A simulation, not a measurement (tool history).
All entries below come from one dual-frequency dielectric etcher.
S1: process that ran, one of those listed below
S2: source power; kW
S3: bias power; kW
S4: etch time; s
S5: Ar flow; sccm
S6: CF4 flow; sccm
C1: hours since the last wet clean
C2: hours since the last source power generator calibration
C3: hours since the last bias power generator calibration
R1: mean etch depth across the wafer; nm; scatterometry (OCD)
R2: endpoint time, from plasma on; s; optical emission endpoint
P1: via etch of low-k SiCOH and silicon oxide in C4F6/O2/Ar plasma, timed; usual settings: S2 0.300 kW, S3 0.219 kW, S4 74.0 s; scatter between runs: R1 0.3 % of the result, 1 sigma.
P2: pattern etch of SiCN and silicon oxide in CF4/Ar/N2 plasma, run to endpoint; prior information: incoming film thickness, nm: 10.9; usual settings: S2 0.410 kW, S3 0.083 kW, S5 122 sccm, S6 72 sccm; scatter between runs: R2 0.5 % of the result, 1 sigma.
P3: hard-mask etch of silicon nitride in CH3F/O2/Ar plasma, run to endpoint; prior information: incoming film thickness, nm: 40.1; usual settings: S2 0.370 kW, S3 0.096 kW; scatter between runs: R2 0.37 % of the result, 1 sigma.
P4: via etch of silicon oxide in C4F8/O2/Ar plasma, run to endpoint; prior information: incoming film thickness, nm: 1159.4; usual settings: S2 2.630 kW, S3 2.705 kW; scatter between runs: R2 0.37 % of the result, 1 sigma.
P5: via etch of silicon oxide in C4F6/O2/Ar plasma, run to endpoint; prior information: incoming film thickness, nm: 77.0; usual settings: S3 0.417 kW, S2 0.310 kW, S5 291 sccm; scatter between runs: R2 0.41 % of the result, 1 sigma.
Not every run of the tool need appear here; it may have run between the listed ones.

run 1 hour=8.5 | S1=P1 S2=0.300 S3=0.219 S4=74.0 | C1=382.5 C2=503.1 C3=1333.7 | R1=200.79
run 2 hour=17.8 | S1=P5 S2=0.310 S3=0.550 S5=291 | C1=391.8 C2=512.4 C3=1343.0 | R2=17.700
run 3 hour=26.6 | S1=P4 S2=2.630 S3=2.705 | C1=400.6 C2=521.2 C3=1351.8 | R2=193.200
run 4 hour=39.7 | S1=P1 S2=0.300 S3=0.219 S4=57.5 | C1=413.7 C2=534.3 C3=1364.9 | R1=155.83
run 5 hour=50.4 | S1=P5 S2=0.310 S3=0.417 S5=291 | C1=424.4 C2=545.0 C3=1375.6 | R2=19.647
run 6 hour=60.1 | S1=P5 S2=0.310 S3=0.417 S5=237 | C1=434.1 C2=554.7 C3=1385.3 | R2=19.390
run 7 hour=70.9 | S1=P3 S2=0.370 S3=0.096 | C1=444.9 C2=565.5 C3=1396.1 | R2=53.153
run 8 hour=80.0 | S1=P1 S2=0.300 S3=0.219 S4=74.0 | C1=454.0 C2=574.6 C3=1405.2 | R1=200.69
-- hour=87.8 wet clean of the chamber
run 9 hour=88.7 | S1=P1 S2=0.300 S3=0.138 S4=74.0 | C1=1.0 C2=583.3 C3=1413.9 | R1=173.24
run 10 hour=100.6 | S1=P1 S2=0.300 S3=0.219 S4=74.0 | C1=12.9 C2=595.2 C3=1425.8 | R1=201.00
run 11 hour=107.8 | S1=P3 S2=0.510 S3=0.096 | C1=20.1 C2=602.4 C3=1433.0 | R2=47.103
run 12 hour=114.2 | S1=P1 S2=0.300 S3=0.266 S4=74.0 | C1=26.5 C2=608.8 C3=1439.4 | R1=215.31
run 13 hour=120.5 | S1=P1 S2=0.300 S3=0.288 S4=94.5 | C1=32.8 C2=615.1 C3=1445.7 | R1=280.87
run 14 hour=134.5 | S1=P5 S2=0.390 S3=0.417 S5=291 | C1=46.8 C2=629.1 C3=1459.7 | R2=18.109
run 15 hour=143.8 | S1=P1 S2=0.430 S3=0.219 S4=74.0 | C1=56.1 C2=638.4 C3=1469.0 | R1=229.93
run 16 hour=158.1 | S1=P1 S2=0.300 S3=0.219 S4=96.5 | C1=70.4 C2=652.7 C3=1483.3 | R1=261.97
run 17 hour=169.4 | S1=P4 S2=2.630 S3=3.373 | C1=81.7 C2=664.0 C3=1494.6 | R2=180.380
run 18 hour=178.8 | S1=P1 S2=0.210 S3=0.219 S4=74.0 | C1=91.1 C2=673.4 C3=1504.0 | R1=174.40
run 19 hour=187.4 | S1=P2 S2=0.410 S3=0.083 S5=81 S6=72 | C1=99.7 C2=682.0 C3=1512.6 | R2=12.527
run 20 hour=194.3 | S1=P3 S2=0.370 S3=0.096 | C1=106.6 C2=688.9 C3=1519.5 | R2=52.978
run 21 hour=204.5 | S1=P3 S2=0.370 S3=0.062 | C1=116.8 C2=699.1 C3=1529.7 | R2=61.629
run 22 hour=216.4 | S1=P1 S2=0.300 S3=0.219 S4=74.0 | C1=128.7 C2=711.0 C3=1541.6 | R1=200.66
run 23 hour=226.0 | S1=P1 S2=0.400 S3=0.219 S4=46.0 | C1=138.3 C2=720.6 C3=1551.2 | R1=138.94
run 24 hour=238.2 | S1=P2 S2=0.410 S3=0.083 S5=122 S6=89 | C1=150.5 C2=732.8 C3=1563.4 | R2=12.875
run 25 hour=249.1 | S1=P1 S2=0.300 S3=0.219 S4=74.0 | C1=161.4 C2=743.7 C3=1574.3 | R1=199.76
run 26 hour=260.8 | S1=P4 S2=1.960 S3=2.705 | C1=173.1 C2=755.4 C3=1586.0 | R2=217.760
run 27 hour=273.0 | S1=P2 S2=0.410 S3=0.083 S5=122 S6=72 | C1=185.3 C2=767.6 C3=1598.2 | R2=13.292
run 28 hour=284.2 | S1=P2 S2=0.410 S3=0.051 S5=122 S6=72 | C1=196.5 C2=778.8 C3=1609.4 | R2=15.728

What does the tool deliver on the next run?
run 29 hour=297.0 | S1=P1 S2=0.300 S3=0.219 S4=74.0 | C1=209.3 C2=791.6 C3=1622.2 | R1=?

{"run 29": {"R1": 200.4}}
